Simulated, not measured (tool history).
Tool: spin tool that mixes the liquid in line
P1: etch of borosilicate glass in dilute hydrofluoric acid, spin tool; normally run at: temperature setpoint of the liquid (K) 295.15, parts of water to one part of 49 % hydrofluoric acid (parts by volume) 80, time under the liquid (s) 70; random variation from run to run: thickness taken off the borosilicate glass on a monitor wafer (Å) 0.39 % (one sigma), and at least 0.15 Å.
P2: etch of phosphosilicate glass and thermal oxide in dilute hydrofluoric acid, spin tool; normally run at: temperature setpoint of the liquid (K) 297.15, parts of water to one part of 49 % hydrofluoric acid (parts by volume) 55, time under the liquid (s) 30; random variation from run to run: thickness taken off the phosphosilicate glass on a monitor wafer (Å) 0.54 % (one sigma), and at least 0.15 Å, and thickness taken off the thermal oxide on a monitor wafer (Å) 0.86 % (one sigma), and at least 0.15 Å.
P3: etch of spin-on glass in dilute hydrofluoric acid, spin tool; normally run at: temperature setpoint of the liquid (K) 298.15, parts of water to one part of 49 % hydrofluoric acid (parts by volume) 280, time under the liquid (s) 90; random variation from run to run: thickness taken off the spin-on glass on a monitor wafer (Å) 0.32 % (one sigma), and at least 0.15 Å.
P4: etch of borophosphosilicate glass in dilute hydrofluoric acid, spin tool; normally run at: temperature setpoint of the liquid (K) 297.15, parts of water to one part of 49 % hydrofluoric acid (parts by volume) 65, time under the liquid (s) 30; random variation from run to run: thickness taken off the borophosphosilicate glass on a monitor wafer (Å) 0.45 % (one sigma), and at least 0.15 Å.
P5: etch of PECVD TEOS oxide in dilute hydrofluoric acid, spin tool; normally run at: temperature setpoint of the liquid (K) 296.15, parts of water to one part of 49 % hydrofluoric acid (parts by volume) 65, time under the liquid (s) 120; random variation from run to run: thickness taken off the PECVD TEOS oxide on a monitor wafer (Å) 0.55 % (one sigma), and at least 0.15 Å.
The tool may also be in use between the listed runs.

run,hour,process that ran,temperature setpoint of the liquid (K),parts of water to one part of 49 % hydrofluoric acid (parts by volume),time under the liquid (s),hours since the thermometer was replaced,hours since the hydrofluoric acid flow meter was replaced,thickness taken off the borosilicate glass on a monitor wafer (Å),thickness taken off the phosphosilicate glass on a monitor wafer (Å),thickness taken off the thermal oxide on a monitor wafer (Å),thickness taken off the borophosphosilicate glass on a monitor wafer (Å),thickness taken off the PECVD TEOS oxide on a monitor wafer (Å),thickness taken off the spin-on glass on a monitor wafer (Å)
1,9.2,P1,295.15,80,70,748.6,276.6,350.110,,,,,
2,13.3,P1,295.15,130,70,752.7,280.7,201.940,,,,,
3,19.6,P1,295.15,80,70,759.0,287.0,350.540,,,,,
4,28.5,P2,297.15,55,15,767.9,295.9,,507.53,13.202,,,
5,36.2,P4,297.15,65,15,775.6,303.6,,,,201.26,,
6,41.0,P2,297.15,55,30,780.4,308.4,,1025.60,25.945,,,
7,46.1,P5,296.15,65,190,785.5,313.5,,,,,488.10,
8,55.4,P4,297.15,115,30,794.8,322.8,,,,214.58,,
9,61.3,P4,297.15,65,30,800.7,328.7,,,,403.48,,
10,70.4,P2,297.15,85,30,809.8,337.8,,633.85,15.734,,,
11,79.2,P1,295.15,20,70,818.6,346.6,1515.600,,,,,
12,84.0,P5,296.15,30,120,823.4,351.4,,,,,693.56,
13,89.7,P2,290.15,55,30,829.1,357.1,,754.43,19.054,,,
14,95.4,P1,295.15,80,120,834.8,362.8,605.100,,,,,
15,103.7,P1,300.65,80,15,843.1,371.1,94.036,,,,,
16,109.7,P5,303.15,65,120,849.1,377.1,,,,,405.62,
17,116.7,P3,290.15,280,90,856.1,384.1,,,,,,102.150
18,121.8,P3,298.15,140,90,861.2,389.2,,,,,,319.380
19,126.6,P1,295.15,80,15,866.0,394.0,75.270,,,,,
20,135.4,P1,295.15,80,70,874.8,402.8,349.330,,,,,
# hour 142.4: hydrofluoric acid flow meter replaced
21,144.2,P3,298.15,280,15,883.6,1.8,,,,,,22.975
22,152.6,P2,297.15,55,30,892.0,10.2,,1028.20,25.816,,,
23,160.0,P1,295.15,80,70,899.4,17.6,350.480,,,,,
24,166.0,P5,296.15,65,120,905.4,23.6,,,,,307.58,
25,171.5,P4,291.15,65,30,910.9,29.1,,,,314.42,,
26,176.8,P3,298.15,280,90,916.2,34.4,,,,,,136.620
27,182.5,P1,303.15,80,70,921.9,40.1,480.840,,,,,
28,188.4,P1,295.15,25,110,927.8,46.0,1878.200,,,,,
29,195.3,P1,290.15,80,70,934.7,52.9,281.790,,,,,
30,200.0,P1,295.15,80,70,939.4,57.6,350.270,,,,,
31,205.6,P1,295.15,80,70,945.0,63.2,341.060,,,,,
32,210.8,P1,295.15,80,70,950.2,68.4,334.700,,,,,
33,215.5,P1,295.15,80,70,954.9,73.1,328.110,,,,,
34,220.8,P1,295.15,80,70,960.2,78.4,325.870,,,,,
35,227.6,P1,295.15,80,70,967.0,85.2,320.890,,,,,
36,233.0,P1,295.15,80,70,972.4,90.6,322.050,,,,,
37,239.9,P1,295.15,80,70,979.3,97.5,317.240,,,,,
38,248.9,P1,295.15,80,70,988.3,106.5,318.870,,,,,
39,256.5,P1,295.15,80,70,995.9,114.1,316.750,,,,,
40,265.0,P1,295.15,80,70,1004.4,122.6,316.400,,,,,

What P1 gives has crept away from where it was. These 2 causes fit the log equally well, each at the size given:
A: liquid colder than its thermometer reads (K) = 2.41
B: hydrofluoric acid flow below the setpoint (%) = 8.63
The creep began at about hour 200.0.

4 check runs are offered, one wafer each, their results left as question marks. Which one tells the causes apart?
check 1,273.5,P4,297.15,65,30,,,,,,?,,
check 2,273.5,P2,297.15,55,30,,,,?,?,,,
check 3,273.5,P3,298.15,280,90,,,,,,,,?
check 4,273.5,P5,296.15,65,120,,,,,,,?,

What each check would give under each cause:
check,result,if A,if B
check 1,thickness taken off the borophosphosilicate glass on a monitor wafer (Å),365.90,366.20
check 2,thickness taken off the phosphosilicate glass on a monitor wafer (Å),923.15,925.70
check 2,thickness taken off the thermal oxide on a monitor wafer (Å),23.381,23.446
check 3,thickness taken off the spin-on glass on a monitor wafer (Å),125.300,121.380
check 4,thickness taken off the PECVD TEOS oxide on a monitor wafer (Å),277.77,278.27
How far apart the two closest causes lie, in the result that separates them most: check 1 0.08 %; check 2 0.28 %; check 3 3.18 %; check 4 0.18 %
Only check 3 tells the causes apart: in the others they would give nearly the same result.

Then check 3 was run and gave: thickness taken off the spin-on glass on a monitor wafer (Å) 121.460. Which cause is it?

It is B: hydrofluoric acid flow below the setpoint (%).
